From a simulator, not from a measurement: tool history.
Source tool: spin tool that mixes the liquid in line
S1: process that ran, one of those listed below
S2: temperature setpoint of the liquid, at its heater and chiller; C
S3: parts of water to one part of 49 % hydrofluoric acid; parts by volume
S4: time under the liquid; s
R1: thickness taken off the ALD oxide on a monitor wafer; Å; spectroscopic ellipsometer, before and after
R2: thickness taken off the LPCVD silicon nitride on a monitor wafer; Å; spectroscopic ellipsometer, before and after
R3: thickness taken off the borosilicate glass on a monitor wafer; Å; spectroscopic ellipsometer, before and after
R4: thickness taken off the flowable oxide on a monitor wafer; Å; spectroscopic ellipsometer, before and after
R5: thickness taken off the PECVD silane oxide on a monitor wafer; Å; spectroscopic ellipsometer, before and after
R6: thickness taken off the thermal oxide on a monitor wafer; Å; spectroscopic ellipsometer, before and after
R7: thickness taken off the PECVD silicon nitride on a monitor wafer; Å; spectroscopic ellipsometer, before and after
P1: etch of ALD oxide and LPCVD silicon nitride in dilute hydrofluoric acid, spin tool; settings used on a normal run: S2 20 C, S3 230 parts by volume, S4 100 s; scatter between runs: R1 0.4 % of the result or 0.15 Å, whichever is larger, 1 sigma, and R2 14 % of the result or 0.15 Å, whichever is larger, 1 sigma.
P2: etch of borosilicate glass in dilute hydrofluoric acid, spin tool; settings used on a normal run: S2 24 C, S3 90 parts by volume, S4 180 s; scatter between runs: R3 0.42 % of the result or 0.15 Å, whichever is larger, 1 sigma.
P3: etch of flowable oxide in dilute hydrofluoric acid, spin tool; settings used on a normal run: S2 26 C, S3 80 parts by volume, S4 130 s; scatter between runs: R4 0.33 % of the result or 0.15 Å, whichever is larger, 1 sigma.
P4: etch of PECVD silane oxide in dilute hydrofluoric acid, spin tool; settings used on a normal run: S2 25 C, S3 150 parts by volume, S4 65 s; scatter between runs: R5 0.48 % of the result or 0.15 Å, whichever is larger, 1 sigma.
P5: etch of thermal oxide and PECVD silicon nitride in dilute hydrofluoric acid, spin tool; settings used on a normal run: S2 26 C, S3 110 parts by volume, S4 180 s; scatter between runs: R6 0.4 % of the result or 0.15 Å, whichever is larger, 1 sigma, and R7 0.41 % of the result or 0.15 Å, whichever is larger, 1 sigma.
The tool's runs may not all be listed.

run     day  S1    S2   S3   S4      R1       R2      R3      R4      R5      R6      R7
  1   0.575  P1    20  230  100  106.39   2.4341
  2   0.867  P1    26  230  100  132.21   2.8488
  3   1.192  P2    24   90   70                   202.35
       1.35  -- thermometer replaced
  4   1.729  P1    17  230  100  94.075   1.3238
  5   2.038  P3    26   80  130                           432.48
  6   2.325  P2    24  140  180                   313.54
  7    2.65  P1    17  230   35  32.723  0.68188
  8   3.221  P4    25  150   65                                   134.11
  9   3.562  P2    24   90  180                   523.11
 10   3.817  P5    26  110  180                                           80.796    72.6
 11   4.308  P1    20  230   15  15.878  0.17786
 12   4.875  P3    26   30  130                           1242.2
 13   5.192  P1    20  125  100  216.73   3.6847
 14   5.662  P5    26  175  180                                           46.774  46.169
 15   5.938  P3    33   80  130                           567.74
 16   6.279  P5    26  110  180                                           81.226  72.728
 17   6.758  P1    20  230  100  105.72   2.2056
 18   7.233  P4    31  150   65                                   165.77
 19   7.592  P1    20  320  100  70.149   1.4626
 20   7.888  P1    20  230  100  105.35   2.0427
 21   8.271  P5  20.5  110  180                                           65.183  50.273
 22     8.6  P4    25   35   65                                   665.65
 23   9.142  P2  28.5   90  180                   622.75
 24   9.546  P3    26   80  130                           437.33
 25   9.996  P3    26   80  220                           736.12
 26  10.533  P1    20  230  100   105.3   1.7159
 27  10.788  P1    20  230  180  191.24   2.6315
 28  11.075  P1    20  230  100   106.2   2.3256
 29  11.554  P1    20  325  185  127.65   2.2847
 30  11.829  P4    25  150   65                                   134.83
 31    12.2  P5    26  110   95                                           42.532   38.65
 32  12.654  P4    25  150  100                                   205.61
 33  13.033  P1    20  230  100  105.32   1.8977
 34  13.429  P1    20  230  100  103.94   1.9817
 35  13.946  P1    20  230  100  101.66   1.6767
 36  14.283  P1    20  230  100  100.66   1.4262
 37  14.617  P1    20  230  100  100.12   1.8193
 38  14.983  P1    20  230  100  99.662   1.6486
 39  15.546  P1    20  230  100  99.739   2.4701
 40  16.054  P1    20  230  100  99.501   1.5537

Something has made what P1 gives creep away from where it was; the 2 causes below, each at its own stated size, fit the log equally well:
A: hydrofluoric acid flow below the setpoint (%) = 4.76
B: liquid colder than its thermometer reads (K) = 1.56
The process output started creeping at around day 13.033.

The check runs listed below each take one wafer, and their results are still question marks. Under which run would the listed causes lead to clearly different results?
check 1  16.562  P3  26   80  130               ?
check 2  16.562  P2  24   90  180           ?
check 3  16.562  P4  25  150   65                   ?
check 4  16.562  P5  26  110  180                       ?   ?

What every check run would give for each of its results, assuming each possible cause in turn:
  check  result    if A    if B
check 1      R4   412.1  408.82
check 2      R3  493.43  489.35
check 3      R5  126.63  126.38
check 4      R6  76.568  76.191
check 4      R7  69.225  65.664
Per-check spread between the two closest causes, in the result where they differ most: check 1 0.8 %; check 2 0.83 %; check 3 0.2 %; check 4 5.28 %
Check 4 is the one run that separates the causes; every other check would come out nearly the same whichever cause is at work.

Here is what check 4 returned: R6 76.347 Å; R7 69.444 Å. Which cause is it?

It is A: hydrofluoric acid flow below the setpoint (%).

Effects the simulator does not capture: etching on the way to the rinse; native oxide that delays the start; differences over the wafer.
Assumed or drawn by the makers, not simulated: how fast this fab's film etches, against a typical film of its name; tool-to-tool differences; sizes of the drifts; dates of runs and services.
